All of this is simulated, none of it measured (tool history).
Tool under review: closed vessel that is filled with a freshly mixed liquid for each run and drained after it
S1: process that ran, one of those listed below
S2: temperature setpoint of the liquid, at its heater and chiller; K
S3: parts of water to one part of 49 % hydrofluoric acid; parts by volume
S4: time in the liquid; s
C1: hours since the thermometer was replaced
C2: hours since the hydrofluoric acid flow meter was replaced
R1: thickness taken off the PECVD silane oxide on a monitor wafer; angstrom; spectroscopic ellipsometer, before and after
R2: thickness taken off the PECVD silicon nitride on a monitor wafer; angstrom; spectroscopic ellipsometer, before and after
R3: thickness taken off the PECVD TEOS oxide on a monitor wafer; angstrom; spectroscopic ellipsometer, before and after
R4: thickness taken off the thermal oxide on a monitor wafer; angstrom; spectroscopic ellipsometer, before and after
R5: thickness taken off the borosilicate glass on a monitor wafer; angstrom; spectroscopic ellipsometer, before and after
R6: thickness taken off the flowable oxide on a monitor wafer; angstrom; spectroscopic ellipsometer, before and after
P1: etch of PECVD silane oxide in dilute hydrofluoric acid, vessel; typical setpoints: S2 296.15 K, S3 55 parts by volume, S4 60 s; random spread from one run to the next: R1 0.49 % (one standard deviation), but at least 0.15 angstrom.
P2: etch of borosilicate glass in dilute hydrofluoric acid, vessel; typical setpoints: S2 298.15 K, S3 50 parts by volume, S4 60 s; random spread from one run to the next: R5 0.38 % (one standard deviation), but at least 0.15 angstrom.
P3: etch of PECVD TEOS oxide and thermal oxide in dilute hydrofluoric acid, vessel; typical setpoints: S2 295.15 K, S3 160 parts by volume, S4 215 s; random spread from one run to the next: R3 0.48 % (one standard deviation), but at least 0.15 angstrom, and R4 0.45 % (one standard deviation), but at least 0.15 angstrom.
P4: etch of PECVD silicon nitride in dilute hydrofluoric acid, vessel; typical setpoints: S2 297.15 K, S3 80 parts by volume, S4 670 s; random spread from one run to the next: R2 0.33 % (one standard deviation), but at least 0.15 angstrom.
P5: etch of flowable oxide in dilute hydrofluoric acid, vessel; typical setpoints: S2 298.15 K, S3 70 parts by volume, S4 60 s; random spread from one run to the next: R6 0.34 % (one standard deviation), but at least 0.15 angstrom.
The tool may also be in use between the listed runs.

run	hour	S1	S2	S3	S4	C1	C2	R1	R2	R3	R4	R5	R6
1	12.3	P1	296.15	55	60	182	427.5	262.57					
2	27.6	P4	297.15	80	70	197.3	442.8		45.631				
3	35.5	P3	301.15	160	215	205.2	450.7			413.15	71.328		
4	45.6	P2	298.15	50	60	215.3	460.8					679.82	
5	53.2	P4	297.15	20	670	222.9	468.4		1679.9				
6	61.1	P1	296.15	25	30	230.8	476.3	303.58					
7	74	P1	296.15	55	60	243.7	489.2	265.17					
8	83.7	P3	295.15	245	215	253.4	498.9			196.97	33.783		
9	92.8	P4	293.15	80	670	262.5	508		333.83				
10	101	P3	295.15	160	215	270.7	516.2			330.73	56.825		
11	116	P1	302.65	55	60	285.7	531.2	343.37					
12	125.7	P1	290.15	55	60	295.4	540.9	206.56					
13	134.6	P1	296.15	55	60	304.3	549.8	263.13					
14	148.9	P5	298.15	105	60	318.6	564.1						250.05
# hour 157.1: thermometer replaced
15	158	P2	298.15	50	30	0.9	573.2					336.85	
16	171.5	P1	296.15	55	105	14.4	586.7	461.17					
17	180.7	P1	296.15	55	35	23.6	595.9	153.43					
18	189.2	P5	298.15	70	30	32.1	604.4						196.74
19	204.3	P5	298.15	70	60	47.2	619.5						393.12
20	218.4	P2	305.15	50	60	61.3	633.6					903.21	
21	231.6	P4	297.15	80	670	74.5	646.8		436.52				
22	240.5	P5	290.15	70	60	83.4	655.7						281.81
23	251.3	P1	296.15	55	60	94.2	666.5	263.68					
24	258.3	P1	296.15	20	60	101.2	673.5	761.29					
25	272.3	P1	296.15	55	60	115.2	687.5	264.4					
26	278.9	P2	298.15	50	60	121.8	694.1					682.41	
27	286.6	P1	296.15	100	60	129.5	701.8	137.58					
28	298.7	P1	296.15	20	90	141.6	713.9	1140.9					
29	314.1	P1	296.15	20	95	157	729.3	1209.9					
30	326	P1	296.15	55	60	168.9	741.2	263.08					
31	332.9	P1	296.15	55	60	175.8	748.1	264.03					
32	348.3	P2	298.15	75	60	191.2	763.5					439.07	
33	355	P3	295.15	160	345	197.9	770.2			532.62	91.824		
34	368.9	P1	296.15	55	60	211.8	784.1	264.5					
35	378.2	P1	296.15	55	60	221.1	793.4	259.29					
36	389.6	P1	296.15	55	60	232.5	804.8	254.26					
37	397.8	P1	296.15	55	60	240.7	813	254.16					
38	413.2	P1	296.15	55	60	256.1	828.4	251.88					
39	423.7	P1	296.15	55	60	266.6	838.9	251.29					
40	434.4	P1	296.15	55	60	277.3	849.6	249.37					
41	448.4	P1	296.15	55	60	291.3	863.6	249.34					
42	457.8	P1	296.15	55	60	300.7	873	249.03					
43	467	P1	296.15	55	60	309.9	882.2	250.76					

What P1 gives has crept away from where it was. These 2 causes fit the log equally well, each at the size given:
A: liquid colder than its thermometer reads (K) = 1.39
B: hydrofluoric acid flow below the setpoint (%) = 5.25
At approximately hour 368.9, the process output began to creep.

Listed below are the offered check runs, one wafer per run, with question marks in place of results. For which of them would the causes give clearly different outcomes?
check 1	476.2	P2	298.15	50	60							?	
check 2	476.2	P3	295.15	160	215					?	?		
check 3	476.2	P4	297.15	80	670				?				
check 4	476.2	P5	298.15	70	60								?

Outcome of each check run for each possible cause:
check	result	if A	if B
check 1	R5	641.82	641.43
check 2	R3	312.93	310.07
check 2	R4	53.871	53.377
check 3	R2	398.72	414.92
check 4	R6	371.36	370.29
Separation of the two closest causes in each check, using whichever result separates them best: check 1 0.06 %; check 2 0.92 %; check 3 3.98 %; check 4 0.29 %
Of the check runs offered, only check 3 discriminates between the causes; the rest would read about the same regardless of which cause applies.

Running check 3 produced the following: R2 416.32 angstrom. Which one of the listed causes fits?

B is the cause: hydrofluoric acid flow below the setpoint (%).
